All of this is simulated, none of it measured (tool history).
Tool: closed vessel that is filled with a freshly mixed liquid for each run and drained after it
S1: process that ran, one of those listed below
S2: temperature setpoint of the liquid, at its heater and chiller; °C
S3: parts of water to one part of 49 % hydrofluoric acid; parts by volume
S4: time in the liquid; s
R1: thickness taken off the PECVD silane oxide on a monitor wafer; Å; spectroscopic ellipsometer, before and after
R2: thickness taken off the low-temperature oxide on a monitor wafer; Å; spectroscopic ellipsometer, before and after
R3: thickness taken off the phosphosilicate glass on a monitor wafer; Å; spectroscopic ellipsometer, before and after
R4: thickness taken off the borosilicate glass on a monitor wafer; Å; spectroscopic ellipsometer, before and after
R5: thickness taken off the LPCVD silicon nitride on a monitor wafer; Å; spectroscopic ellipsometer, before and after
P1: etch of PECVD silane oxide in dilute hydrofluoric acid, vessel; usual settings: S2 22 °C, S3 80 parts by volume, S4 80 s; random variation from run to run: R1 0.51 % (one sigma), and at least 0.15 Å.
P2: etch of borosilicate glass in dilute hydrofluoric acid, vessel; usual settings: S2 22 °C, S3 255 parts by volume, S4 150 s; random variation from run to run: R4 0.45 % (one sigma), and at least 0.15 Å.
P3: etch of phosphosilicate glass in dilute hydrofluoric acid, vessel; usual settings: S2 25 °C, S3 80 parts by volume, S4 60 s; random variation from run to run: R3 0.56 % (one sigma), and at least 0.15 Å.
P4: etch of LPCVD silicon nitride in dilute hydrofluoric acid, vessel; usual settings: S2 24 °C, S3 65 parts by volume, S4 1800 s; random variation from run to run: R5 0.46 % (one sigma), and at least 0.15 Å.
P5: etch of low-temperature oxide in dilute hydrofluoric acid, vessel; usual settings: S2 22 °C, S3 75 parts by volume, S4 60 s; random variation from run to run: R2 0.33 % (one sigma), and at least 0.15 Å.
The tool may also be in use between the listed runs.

run 1 day=0.533 | S1=P1 S2=22 S3=80 S4=80 | R1=473.25
run 2 day=1.233 | S1=P1 S2=17 S3=80 S4=80 | R1=385.8
run 3 day=1.604 | S1=P1 S2=28 S3=80 S4=80 | R1=597.64
run 4 day=2.012 | S1=P5 S2=22 S3=75 S4=60 | R2=149.77
run 5 day=2.696 | S1=P1 S2=22 S3=80 S4=40 | R1=235.11
run 6 day=3.212 | S1=P1 S2=22 S3=80 S4=120 | R1=710.87
run 7 day=3.929 | S1=P1 S2=22 S3=80 S4=80 | R1=471.23
run 8 day=4.658 | S1=P1 S2=22 S3=80 S4=80 | R1=474.35
run 9 day=5.296 | S1=P1 S2=22 S3=45 S4=80 | R1=885.65
-- day=5.396 thermometer replaced
run 10 day=6.067 | S1=P5 S2=30 S3=75 S4=60 | R2=206.1
run 11 day=6.521 | S1=P3 S2=25 S3=145 S4=60 | R3=729.27
run 12 day=7.029 | S1=P5 S2=22 S3=115 S4=60 | R2=93.263
run 13 day=7.442 | S1=P2 S2=17 S3=255 S4=150 | R4=132.09
run 14 day=8.083 | S1=P3 S2=25 S3=80 S4=60 | R3=1434.5
run 15 day=8.679 | S1=P1 S2=22 S3=80 S4=80 | R1=476.08
run 16 day=9.462 | S1=P4 S2=24 S3=65 S4=1800 | R5=121.14
run 17 day=9.988 | S1=P1 S2=17 S3=80 S4=30 | R1=144.24
run 18 day=10.429 | S1=P2 S2=22 S3=255 S4=65 | R4=69.603
run 19 day=10.779 | S1=P1 S2=17 S3=45 S4=80 | R1=704.23
run 20 day=11.483 | S1=P3 S2=25 S3=80 S4=30 | R3=716.46
run 21 day=11.875 | S1=P1 S2=22 S3=140 S4=80 | R1=253.87
run 22 day=12.246 | S1=P4 S2=31 S3=65 S4=1800 | R5=191.18
run 23 day=12.771 | S1=P1 S2=29.5 S3=80 S4=150 | R1=1202.8
run 24 day=13.138 | S1=P1 S2=22 S3=80 S4=80 | R1=473.03
run 25 day=13.817 | S1=P5 S2=22 S3=75 S4=115 | R2=287.19
run 26 day=14.338 | S1=P4 S2=24 S3=65 S4=3325 | R5=222.8
run 27 day=15.079 | S1=P4 S2=24 S3=90 S4=1800 | R5=87.565
run 28 day=15.758 | S1=P3 S2=25 S3=80 S4=60 | R3=1441.2
run 29 day=16.229 | S1=P2 S2=22 S3=130 S4=150 | R4=355.86
run 30 day=17.008 | S1=P3 S2=31 S3=80 S4=60 | R3=1826.3
run 31 day=17.567 | S1=P2 S2=22 S3=255 S4=150 | R4=159.89
run 32 day=18.033 | S1=P1 S2=22 S3=80 S4=80 | R1=470.67
run 33 day=18.417 | S1=P1 S2=22 S3=80 S4=80 | R1=456.36
run 34 day=19.129 | S1=P1 S2=22 S3=80 S4=80 | R1=446.91
run 35 day=19.858 | S1=P1 S2=22 S3=80 S4=80 | R1=439.33
run 36 day=20.321 | S1=P1 S2=22 S3=80 S4=80 | R1=439.31
run 37 day=20.871 | S1=P1 S2=22 S3=80 S4=80 | R1=431.6
run 38 day=21.279 | S1=P1 S2=22 S3=80 S4=80 | R1=433.95

What P1 gives has crept away from where it was. These 2 causes fit the log equally well, each at the size given:
A: hydrofluoric acid flow below the setpoint (%) = 7.39
B: liquid colder than its thermometer reads (K) = 2.05
The creep began at about day 18.033.

4 check runs are offered, one wafer each, their results left as question marks. Which one tells the causes apart?
run check 1 day=21.688 | S1=P5 S2=25 S3=75 S4=60 | R2=?
run check 2 day=21.688 | S1=P2 S2=17 S3=155 S4=150 | R4=?
run check 3 day=21.688 | S1=P3 S2=25 S3=125 S4=60 | R3=?
run check 4 day=21.688 | S1=P4 S2=29 S3=65 S4=1800 | R5=?

What each check would give under each cause:
check=check_1 result=R2 if_A=155.14 if_B=155.41
check=check_2 result=R4 if_A=217.67 if_B=218.53
check=check_3 result=R3 if_A=798.34 if_B=805.52
check=check_4 result=R5 if_A=155.66 if_B=147.07
How far apart the two closest causes lie, in the result that separates them most: check 1 0.17 %; check 2 0.4 %; check 3 0.89 %; check 4 5.68 %
Only check 4 tells the causes apart: in the others they would give nearly the same result.

Then check 4 was run and gave: R5 146.85 Å. Which cause is it?

It is B: liquid colder than its thermometer reads (K).
